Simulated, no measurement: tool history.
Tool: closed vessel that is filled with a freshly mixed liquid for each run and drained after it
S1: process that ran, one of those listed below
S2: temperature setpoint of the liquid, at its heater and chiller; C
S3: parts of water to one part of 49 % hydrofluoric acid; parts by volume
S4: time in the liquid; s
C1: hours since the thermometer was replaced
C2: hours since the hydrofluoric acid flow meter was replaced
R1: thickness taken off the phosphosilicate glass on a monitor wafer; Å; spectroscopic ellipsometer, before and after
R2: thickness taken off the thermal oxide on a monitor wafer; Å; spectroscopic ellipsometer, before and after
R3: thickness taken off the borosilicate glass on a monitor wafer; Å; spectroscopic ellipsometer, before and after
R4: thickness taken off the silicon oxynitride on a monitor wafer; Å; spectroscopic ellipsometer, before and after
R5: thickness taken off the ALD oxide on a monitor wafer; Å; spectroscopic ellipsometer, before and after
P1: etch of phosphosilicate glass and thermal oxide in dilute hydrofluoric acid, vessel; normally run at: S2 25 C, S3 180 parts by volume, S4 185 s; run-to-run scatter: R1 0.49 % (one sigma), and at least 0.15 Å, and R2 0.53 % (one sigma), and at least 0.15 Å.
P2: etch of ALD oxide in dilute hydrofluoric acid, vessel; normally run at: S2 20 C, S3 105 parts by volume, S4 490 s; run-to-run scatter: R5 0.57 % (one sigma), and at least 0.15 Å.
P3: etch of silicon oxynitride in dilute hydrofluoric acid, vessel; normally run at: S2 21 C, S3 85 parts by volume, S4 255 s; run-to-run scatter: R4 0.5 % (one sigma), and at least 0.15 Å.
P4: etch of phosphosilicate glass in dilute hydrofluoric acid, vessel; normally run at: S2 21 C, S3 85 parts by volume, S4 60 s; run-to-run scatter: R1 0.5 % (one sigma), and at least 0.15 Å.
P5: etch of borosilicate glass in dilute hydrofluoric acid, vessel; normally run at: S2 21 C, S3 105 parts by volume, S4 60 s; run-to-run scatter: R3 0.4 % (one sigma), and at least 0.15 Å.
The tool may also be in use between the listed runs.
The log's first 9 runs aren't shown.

{"run": 10, "day": 3.896, "S1": "P1", "S2": 25, "S3": 270, "S4": 275, "C1": 1245.5, "C2": 359.1, "R1": 511.77, "R2": 40.198}
{"run": 11, "day": 4.275, "S1": "P1", "S2": 21, "S3": 180, "S4": 185, "C1": 1254.6, "C2": 368.2, "R1": 490.15, "R2": 37.89}
{"run": 12, "day": 4.6, "S1": "P1", "S2": 25, "S3": 270, "S4": 345, "C1": 1262.4, "C2": 376, "R1": 642.65, "R2": 50.23}
{"run": 13, "day": 4.921, "S1": "P3", "S2": 21, "S3": 85, "S4": 255, "C1": 1270.1, "C2": 383.7, "R4": 57.17}
{"run": 14, "day": 5.271, "S1": "P5", "S2": 28.5, "S3": 105, "S4": 60, "C1": 1278.5, "C2": 392.1, "R3": 191.61}
{"run": 15, "day": 5.629, "S1": "P2", "S2": 20, "S3": 105, "S4": 490, "C1": 1287.1, "C2": 400.7, "R5": 520.45}
{"run": 16, "day": 6.142, "S1": "P2", "S2": 20, "S3": 105, "S4": 200, "C1": 1299.4, "C2": 413, "R5": 211.7}
{"run": 17, "day": 6.475, "S1": "P1", "S2": 25, "S3": 180, "S4": 185, "C1": 1307.4, "C2": 421, "R1": 571.41, "R2": 43.87}
{"run": 18, "day": 6.804, "S1": "P5", "S2": 21, "S3": 40, "S4": 60, "C1": 1315.3, "C2": 428.9, "R3": 407.02}
{"run": 19, "day": 7.233, "S1": "P3", "S2": 21, "S3": 85, "S4": 70, "C1": 1325.6, "C2": 439.2, "R4": 15.476}
{"run": 20, "day": 7.571, "S1": "P2", "S2": 20, "S3": 170, "S4": 490, "C1": 1333.7, "C2": 447.3, "R5": 296.88}
{"run": 21, "day": 7.975, "S1": "P5", "S2": 21, "S3": 105, "S4": 115, "C1": 1343.4, "C2": 457, "R3": 272.87}
{"run": 22, "day": 8.438, "S1": "P4", "S2": 29, "S3": 85, "S4": 60, "C1": 1354.5, "C2": 468.1, "R1": 1458.3}
{"run": 23, "day": 8.733, "S1": "P4", "S2": 21, "S3": 85, "S4": 30, "C1": 1361.6, "C2": 475.2, "R1": 526.19}
{"run": 24, "day": 9.217, "S1": "P1", "S2": 25, "S3": 180, "S4": 350, "C1": 1373.2, "C2": 486.8, "R1": 1075.5, "R2": 84.108}
{"run": 25, "day": 9.479, "S1": "P1", "S2": 25, "S3": 70, "S4": 185, "C1": 1379.5, "C2": 493.1, "R1": 1677.7, "R2": 130.47}

Run 26 comes next. What will it give?
{"run": 26, "day": 9.896, "S1": "P4", "S2": 21, "S3": 85, "S4": 60, "C1": 1389.5, "C2": 503.1, "R1": "?"}

R1: 1055.5 Å
